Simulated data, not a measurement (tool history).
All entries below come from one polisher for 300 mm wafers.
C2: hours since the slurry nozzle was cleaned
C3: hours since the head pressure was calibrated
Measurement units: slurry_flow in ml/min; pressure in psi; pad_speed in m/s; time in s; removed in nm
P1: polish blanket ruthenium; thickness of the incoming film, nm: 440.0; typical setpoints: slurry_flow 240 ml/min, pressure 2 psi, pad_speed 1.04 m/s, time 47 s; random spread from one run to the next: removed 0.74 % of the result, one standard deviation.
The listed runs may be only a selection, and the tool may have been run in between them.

run 1 day=0.35 | slurry_flow=240 pressure=2 pad_speed=1.04 time=47 | wafers_polished_on_this_pad=602 C2=101.8 C3=1043.6 | removed=62.483
run 2 day=0.838 | slurry_flow=240 pressure=2 pad_speed=1.04 time=32 | wafers_polished_on_this_pad=726 C2=113.5 C3=1055.3 | removed=42.254
run 3 day=1.425 | slurry_flow=240 pressure=1.1 pad_speed=1.04 time=47 | wafers_polished_on_this_pad=877 C2=127.6 C3=1069.4 | removed=34.115
run 4 day=1.992 | slurry_flow=240 pressure=2 pad_speed=1.04 time=47 | wafers_polished_on_this_pad=1022 C2=141.2 C3=1083 | removed=61.69
run 5 day=2.342 | slurry_flow=240 pressure=2 pad_speed=1.04 time=47 | wafers_polished_on_this_pad=1112 C2=149.6 C3=1091.4 | removed=62.378
run 6 day=2.712 | slurry_flow=240 pressure=2 pad_speed=1.04 time=60 | wafers_polished_on_this_pad=1207 C2=158.5 C3=1100.3 | removed=78.923
run 7 day=3.225 | slurry_flow=240 pressure=2.9 pad_speed=1.04 time=47 | wafers_polished_on_this_pad=1338 C2=170.8 C3=1112.6 | removed=90.328
run 8 day=3.533 | slurry_flow=240 pressure=2 pad_speed=1.04 time=47 | wafers_polished_on_this_pad=1417 C2=178.2 C3=1120 | removed=63.337
run 9 day=3.862 | slurry_flow=240 pressure=1.1 pad_speed=1.04 time=31 | wafers_polished_on_this_pad=1501 C2=186.1 C3=1127.9 | removed=22.893
run 10 day=4.133 | slurry_flow=240 pressure=2 pad_speed=0.7 time=47 | wafers_polished_on_this_pad=1570 C2=192.6 C3=1134.4 | removed=41.852
run 11 day=4.704 | slurry_flow=240 pressure=2 pad_speed=1.04 time=47 | wafers_polished_on_this_pad=1717 C2=206.3 C3=1148.1 | removed=61.566
run 12 day=5.112 | slurry_flow=240 pressure=2 pad_speed=1.32 time=47 | wafers_polished_on_this_pad=1821 C2=216.1 C3=1157.9 | removed=78.651
run 13 day=5.429 | slurry_flow=240 pressure=2 pad_speed=1.04 time=47 | wafers_polished_on_this_pad=1902 C2=223.7 C3=1165.5 | removed=62.076
run 14 day=5.996 | slurry_flow=355 pressure=2 pad_speed=1.04 time=47 | wafers_polished_on_this_pad=2047 C2=237.3 C3=1179.1 | removed=64.652
run 15 day=6.475 | slurry_flow=240 pressure=0.9 pad_speed=1.04 time=37 | wafers_polished_on_this_pad=2170 C2=248.8 C3=1190.6 | removed=21.891
run 16 day=7.046 | slurry_flow=145 pressure=2 pad_speed=1.04 time=47 | wafers_polished_on_this_pad=2316 C2=262.5 C3=1204.3 | removed=57.449
run 17 day=7.612 | slurry_flow=240 pressure=2 pad_speed=1.04 time=47 | wafers_polished_on_this_pad=2461 C2=276.1 C3=1217.9 | removed=62.39
run 18 day=8.204 | slurry_flow=240 pressure=2 pad_speed=1.04 time=47 | wafers_polished_on_this_pad=2613 C2=290.3 C3=1232.1 | removed=60.485
run 19 day=8.788 | slurry_flow=240 pressure=2 pad_speed=1.04 time=47 | wafers_polished_on_this_pad=2762 C2=304.3 C3=1246.1 | removed=60.678
run 20 day=9.308 | slurry_flow=240 pressure=2 pad_speed=1.04 time=47 | wafers_polished_on_this_pad=2896 C2=316.8 C3=1258.6 | removed=60.887
run 21 day=9.592 | slurry_flow=240 pressure=2 pad_speed=1.04 time=47 | wafers_polished_on_this_pad=2968 C2=323.6 C3=1265.4 | removed=60.216
run 22 day=10.075 | slurry_flow=240 pressure=2 pad_speed=1.04 time=47 | wafers_polished_on_this_pad=3092 C2=335.2 C3=1277 | removed=59.754
run 23 day=10.662 | slurry_flow=240 pressure=2 pad_speed=1.04 time=47 | wafers_polished_on_this_pad=3242 C2=349.3 C3=1291.1 | removed=59.849
-- day=11.05 worn pad replaced by a new one
run 24 day=11.125 | slurry_flow=240 pressure=2 pad_speed=1.04 time=47 | wafers_polished_on_this_pad=19 C2=360.4 C3=1302.2 | removed=60.089
run 25 day=11.596 | slurry_flow=240 pressure=2 pad_speed=1.04 time=47 | wafers_polished_on_this_pad=140 C2=371.7 C3=1313.5 | removed=59.391
run 26 day=12.129 | slurry_flow=240 pressure=2 pad_speed=1.04 time=47 | wafers_polished_on_this_pad=276 C2=384.5 C3=1326.3 | removed=59.559
run 27 day=12.554 | slurry_flow=240 pressure=2 pad_speed=1.04 time=47 | wafers_polished_on_this_pad=385 C2=394.7 C3=1336.5 | removed=59.261

What P1 gives has crept away from where it was. These 2 causes fit the log equally well, each at the size given:
A: slurry flow missing at the pad, % = 32
B: head's pressure below its setpoint, % = 5.05
At approximately day 7.612, the process output began to creep.
All other causes, with the reason each is excluded:
removal rate lost through wear of the pad, %: serviced at day 11.05, after the change had begun; the process did not return to its earlier output

Consider the 4 check runs below, whose results appear as question marks and each of which averages 5 wafers. Which one distinguishes the causes, in that each cause would give it a clearly different result?
run check 1 day=12.979 | slurry_flow=240 pressure=1.6 pad_speed=1.04 time=37 | removed=?
run check 2 day=12.979 | slurry_flow=240 pressure=2.9 pad_speed=1.04 time=47 | removed=?
run check 3 day=12.979 | slurry_flow=240 pressure=1.2 pad_speed=1.04 time=36 | removed=?
run check 4 day=12.979 | slurry_flow=150 pressure=2 pad_speed=1.04 time=33 | removed=?

How each check would come out, cause by cause:
check=check_1 result=removed if_A=37.31 if_B=37.31
check=check_2 result=removed if_A=85.902 if_B=85.902
check=check_3 result=removed if_A=27.227 if_B=27.226
check=check_4 result=removed if_A=37.863 if_B=38.945
Per check, the gap between the least separated pair of causes, taken in the result that splits them most: check 1 0 %; check 2 0 %; check 3 0 %; check 4 2.82 %
The other checks would show nearly matching results whichever cause is true, so check 4 is the only one that separates the causes.

The results of check 4 are: removed 37.798 nm. Based on these, which of the listed causes is it?

The correct cause is A, namely: slurry flow missing at the pad, %.
